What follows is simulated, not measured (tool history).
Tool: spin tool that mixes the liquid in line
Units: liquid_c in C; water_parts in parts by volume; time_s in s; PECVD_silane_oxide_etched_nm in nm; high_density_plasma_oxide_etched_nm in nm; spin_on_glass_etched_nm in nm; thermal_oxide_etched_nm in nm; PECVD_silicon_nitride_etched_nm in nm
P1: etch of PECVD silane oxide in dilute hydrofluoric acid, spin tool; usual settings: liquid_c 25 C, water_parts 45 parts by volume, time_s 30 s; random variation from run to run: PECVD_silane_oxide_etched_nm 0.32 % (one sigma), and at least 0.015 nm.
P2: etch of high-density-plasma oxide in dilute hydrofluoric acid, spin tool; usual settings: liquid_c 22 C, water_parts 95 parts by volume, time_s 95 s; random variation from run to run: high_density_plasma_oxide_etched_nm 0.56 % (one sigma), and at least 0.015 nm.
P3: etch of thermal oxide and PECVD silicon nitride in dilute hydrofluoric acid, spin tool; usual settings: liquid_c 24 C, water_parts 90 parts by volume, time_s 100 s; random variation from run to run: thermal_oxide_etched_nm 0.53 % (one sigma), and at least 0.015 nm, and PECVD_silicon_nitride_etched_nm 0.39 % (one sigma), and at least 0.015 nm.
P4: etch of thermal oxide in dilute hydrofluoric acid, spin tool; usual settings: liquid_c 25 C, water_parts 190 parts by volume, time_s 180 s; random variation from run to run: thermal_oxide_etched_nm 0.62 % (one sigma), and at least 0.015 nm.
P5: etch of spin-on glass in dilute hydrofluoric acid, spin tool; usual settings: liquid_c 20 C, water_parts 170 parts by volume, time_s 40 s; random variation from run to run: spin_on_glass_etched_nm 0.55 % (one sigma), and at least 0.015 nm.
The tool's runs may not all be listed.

run	hour	process	liquid_c	water_parts	time_s	hours since the thermometer was replaced	hours since the hydrofluoric acid flow meter was replaced	PECVD_silane_oxide_etched_nm	high_density_plasma_oxide_etched_nm	spin_on_glass_etched_nm	thermal_oxide_etched_nm	PECVD_silicon_nitride_etched_nm
1	15.5	P1	25	45	30	484.7	477.7	16.129				
2	33.2	P1	25	45	30	502.4	495.4	16.171				
3	43.9	P1	31.5	45	30	513.1	506.1	21.074				
4	54.2	P2	22	95	95	523.4	516.4		5.9868			
5	70.6	P1	25	45	30	539.8	532.8	16.149				
# hour 80.8: thermometer replaced
6	87.1	P5	20	170	80	6.3	549.3			22.458		
7	96.3	P1	25	45	55	15.5	558.5	29.953				
8	113.8	P5	20	55	40	33	576			39.727		
9	122.1	P4	25	190	180	41.3	584.3				4.1367	
10	134.3	P1	25	45	30	53.5	596.5	16.123				
11	150.9	P1	25	45	15	70.1	613.1	8.1123				
12	168.5	P1	25	30	30	87.7	630.7	24.807				
13	181.7	P3	24	160	100	100.9	643.9				2.8432	3.4875
14	196.8	P1	25	45	30	116	659	16.089				
15	212.3	P2	22	135	95	131.5	674.5		4.0669			
16	222.4	P3	24	90	100	141.6	684.6				5.469	6.115
17	234.5	P5	17	170	40	153.7	696.7			9.9788		
# hour 239.5: hydrofluoric acid flow meter replaced
18	243.3	P4	25	290	180	162.5	3.9				2.4362	
19	261.2	P4	18	190	180	180.4	21.8				3.1938	
20	274.7	P1	25	60	15	193.9	35.3	5.926				
21	284.1	P1	18	45	30	203.3	44.7	12.047				
22	295.7	P4	25	190	15	214.9	56.3				0.34456	
23	305.2	P1	21.5	45	60	224.4	65.8	28.07				
24	322.5	P2	22	95	15	241.7	83.1		0.95277			
25	340	P2	17	95	95	259.2	100.6		4.8401			
26	355.4	P1	25	65	30	274.6	116	10.859				
27	364.1	P1	25	45	30	283.3	124.7	16.23				
28	379.4	P5	20	170	40	298.6	140			11.247		
29	395.1	P3	24	90	170	314.3	155.7				9.3202	10.489
30	407.6	P3	17	90	100	326.8	168.2				4.0995	3.8406
31	419.3	P1	25	45	30	338.5	179.9	16.277				
32	438	P1	25	45	30	357.2	198.6	15.507				
33	450.3	P1	25	45	30	369.5	210.9	15.292				
34	459.2	P1	25	45	30	378.4	219.8	15.021				
35	467.3	P1	25	45	30	386.5	227.9	15.042				
36	483	P1	25	45	30	402.2	243.6	14.947				
37	499.7	P1	25	45	30	418.9	260.3	14.891				
38	516.3	P1	25	45	30	435.5	276.9	14.864				
39	525.1	P1	25	45	30	444.3	285.7	14.847				
40	534.7	P1	25	45	30	453.9	295.3	14.79				

What P1 gives has crept away from where it was. These 2 causes fit the log equally well, each at the size given:
A: liquid colder than its thermometer reads (K) = 2.19
B: hydrofluoric acid flow below the setpoint (%) = 8.14
The creep began at about hour 419.3.

4 check runs are offered, one wafer each, their results left as question marks. Which one tells the causes apart?
check 1	544.3	P2	17	95	20				?			
check 2	544.3	P5	20	105	40					?		
check 3	544.3	P4	18.5	190	180						?	
check 4	544.3	P3	24	150	100						?	?

What each check would give under each cause:
check	result	if A	if B
check 1	high_density_plasma_oxide_etched_nm	0.93476	0.93464
check 2	spin_on_glass_etched_nm	17.833	17.752
check 3	thermal_oxide_etched_nm	2.9728	2.933
check 4	thermal_oxide_etched_nm	2.8086	2.766
check 4	PECVD_silicon_nitride_etched_nm	3.2245	3.4192
How far apart the two closest causes lie, in the result that separates them most: check 1 0.01 %; check 2 0.45 %; check 3 1.35 %; check 4 5.86 %
Check 4 tells the causes apart: in the others they would give nearly the same result.

Check 4 was then run and gave: thermal_oxide_etched_nm 2.803 nm; PECVD_silicon_nitride_etched_nm 3.2288 nm. Which cause is it?

It is A: liquid colder than its thermometer reads (K).

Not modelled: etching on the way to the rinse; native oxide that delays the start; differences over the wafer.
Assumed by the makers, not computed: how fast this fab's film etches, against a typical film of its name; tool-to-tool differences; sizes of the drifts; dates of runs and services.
